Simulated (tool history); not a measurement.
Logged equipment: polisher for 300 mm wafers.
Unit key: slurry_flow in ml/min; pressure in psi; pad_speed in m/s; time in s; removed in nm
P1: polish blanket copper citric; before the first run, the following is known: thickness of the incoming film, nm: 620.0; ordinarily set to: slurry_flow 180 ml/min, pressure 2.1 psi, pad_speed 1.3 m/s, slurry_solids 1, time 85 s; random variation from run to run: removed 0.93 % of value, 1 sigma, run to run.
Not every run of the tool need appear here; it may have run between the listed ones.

{"run": 1, "hour": 3.0, "slurry_flow": 180, "pressure": 2.1, "pad_speed": 1.3, "slurry_solids": 1, "time": 85, "removed": 163.62}
{"run": 2, "hour": 7.3, "slurry_flow": 180, "pressure": 2.1, "pad_speed": 1.3, "slurry_solids": 1.5, "time": 85, "removed": 175.82}
{"run": 3, "hour": 10.6, "slurry_flow": 290, "pressure": 2.1, "pad_speed": 1.3, "slurry_solids": 1, "time": 85, "removed": 174.41}
{"run": 4, "hour": 13.9, "slurry_flow": 180, "pressure": 2.1, "pad_speed": 0.58, "slurry_solids": 1, "time": 85, "removed": 76.242}
{"hour": 14.4, "done": "slurry nozzle cleaned"}
{"run": 5, "hour": 18.9, "slurry_flow": 120, "pressure": 2.1, "pad_speed": 1.3, "slurry_solids": 0.75, "time": 85, "removed": 144.54}
{"run": 6, "hour": 24.1, "slurry_flow": 110, "pressure": 2.1, "pad_speed": 1.3, "slurry_solids": 1, "time": 85, "removed": 150.87}
{"hour": 25.1, "done": "head pressure recalibrated"}
{"run": 7, "hour": 26.9, "slurry_flow": 180, "pressure": 2.1, "pad_speed": 1.3, "slurry_solids": 1, "time": 85, "removed": 165.03}
{"run": 8, "hour": 30.0, "slurry_flow": 180, "pressure": 2.1, "pad_speed": 1.66, "slurry_solids": 1, "time": 85, "removed": 207.81}
{"run": 9, "hour": 35.9, "slurry_flow": 180, "pressure": 1, "pad_speed": 1.3, "slurry_solids": 1, "time": 85, "removed": 80.966}
{"run": 10, "hour": 39.4, "slurry_flow": 180, "pressure": 2.1, "pad_speed": 1.3, "slurry_solids": 1, "time": 85, "removed": 165.16}
{"run": 11, "hour": 42.8, "slurry_flow": 180, "pressure": 2.1, "pad_speed": 1.3, "slurry_solids": 0.65, "time": 85, "removed": 149.48}
{"run": 12, "hour": 46.7, "slurry_flow": 180, "pressure": 2.8, "pad_speed": 1.3, "slurry_solids": 1, "time": 85, "removed": 214.35}
{"run": 13, "hour": 52.8, "slurry_flow": 180, "pressure": 2.1, "pad_speed": 1.3, "slurry_solids": 1, "time": 112, "removed": 217.95}
{"run": 14, "hour": 57.4, "slurry_flow": 180, "pressure": 2.1, "pad_speed": 1.3, "slurry_solids": 1, "time": 85, "removed": 165.43}
{"run": 15, "hour": 61.8, "slurry_flow": 180, "pressure": 2.1, "pad_speed": 1.3, "slurry_solids": 1, "time": 47, "removed": 91.482}
{"run": 16, "hour": 65.9, "slurry_flow": 130, "pressure": 2.1, "pad_speed": 1.3, "slurry_solids": 1.4, "time": 85, "removed": 165.97}
{"run": 17, "hour": 69.5, "slurry_flow": 180, "pressure": 2.1, "pad_speed": 1.3, "slurry_solids": 1, "time": 85, "removed": 164.03}
{"run": 18, "hour": 74.0, "slurry_flow": 180, "pressure": 2.1, "pad_speed": 1.3, "slurry_solids": 1, "time": 85, "removed": 162.22}

Estimate the outcome of run 19 from the log above:
{"run": 19, "hour": 79.8, "slurry_flow": 180, "pressure": 2.1, "pad_speed": 1.3, "slurry_solids": 1, "time": 85, "removed": "?"}

{"run 19": {"removed": 157.56}}
